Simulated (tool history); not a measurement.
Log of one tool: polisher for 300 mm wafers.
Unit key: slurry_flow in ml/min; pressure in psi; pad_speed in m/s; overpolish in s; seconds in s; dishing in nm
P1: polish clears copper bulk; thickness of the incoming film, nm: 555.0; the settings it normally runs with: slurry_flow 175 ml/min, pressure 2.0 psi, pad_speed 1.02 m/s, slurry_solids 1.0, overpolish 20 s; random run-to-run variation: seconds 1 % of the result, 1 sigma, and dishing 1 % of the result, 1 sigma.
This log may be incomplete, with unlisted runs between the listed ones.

| run | hour | slurry_flow | pressure | pad_speed | slurry_solids | overpolish | wafers polished on this pad | hours since the slurry nozzle was cleaned | hours since the head pressure was calibrated | hours since the slurry blender was calibrated | seconds | dishing |
|---|---|---|---|---|---|---|---|---|---|---|---|---|
| 1 | 10.9 | 175 | 2.0 | 1.02 | 1.0 | 20 | 750 | 356.0 | 225.5 | 67.3 | 84.697 | 69.752 |
| 2 | 22.5 | 175 | 2.0 | 1.02 | 1.0 | 6 | 858 | 367.6 | 237.1 | 78.9 | 84.860 | 27.833 |
| 3 | 36.3 | 175 | 2.0 | 1.02 | 1.0 | 20 | 986 | 381.4 | 250.9 | 92.7 | 83.347 | 69.289 |
|  | 42.3 | slurry nozzle cleaned |
| 4 | 44.7 | 230 | 2.0 | 1.02 | 1.0 | 20 | 1064 | 2.4 | 259.3 | 101.1 | 81.998 | 71.797 |
| 5 | 59.1 | 175 | 3.1 | 1.02 | 1.0 | 20 | 1197 | 16.8 | 273.7 | 115.5 | 53.952 | 98.526 |
| 6 | 71.2 | 175 | 2.0 | 1.02 | 1.0 | 20 | 1310 | 28.9 | 285.8 | 127.6 | 84.923 | 71.011 |
| 7 | 83.1 | 175 | 2.0 | 1.02 | 1.0 | 20 | 1420 | 40.8 | 297.7 | 139.5 | 85.136 | 70.115 |
| 8 | 90.6 | 175 | 2.0 | 0.52 | 1.0 | 20 | 1490 | 48.3 | 305.2 | 147.0 | 165.490 | 43.195 |
| 9 | 98.9 | 175 | 2.0 | 1.02 | 1.0 | 30 | 1567 | 56.6 | 313.5 | 155.3 | 83.966 | 87.312 |
| 10 | 107.2 | 175 | 0.9 | 1.02 | 1.0 | 20 | 1644 | 64.9 | 321.8 | 163.6 | 184.400 | 35.730 |
| 11 | 116.5 | 175 | 2.0 | 1.02 | 0.6 | 20 | 1731 | 74.2 | 331.1 | 172.9 | 92.956 | 65.442 |
| 12 | 123.6 | 175 | 2.0 | 1.02 | 1.0 | 20 | 1796 | 81.3 | 338.2 | 180.0 | 82.742 | 69.140 |
|  | 125.0 | head pressure recalibrated |
| 13 | 135.4 | 105 | 2.0 | 1.02 | 1.0 | 20 | 1906 | 93.1 | 10.4 | 191.8 | 92.509 | 65.438 |
| 14 | 146.8 | 175 | 2.0 | 1.02 | 1.0 | 20 | 2012 | 104.5 | 21.8 | 203.2 | 85.309 | 69.423 |

What does the tool deliver on the next run?
| 15 | 161.3 | 175 | 2.8 | 1.02 | 1.0 | 30 | 2147 | 119.0 | 36.3 | 217.7 | ? | ? |

{"run 15": {"seconds": 60.939, "dishing": 111.47}}

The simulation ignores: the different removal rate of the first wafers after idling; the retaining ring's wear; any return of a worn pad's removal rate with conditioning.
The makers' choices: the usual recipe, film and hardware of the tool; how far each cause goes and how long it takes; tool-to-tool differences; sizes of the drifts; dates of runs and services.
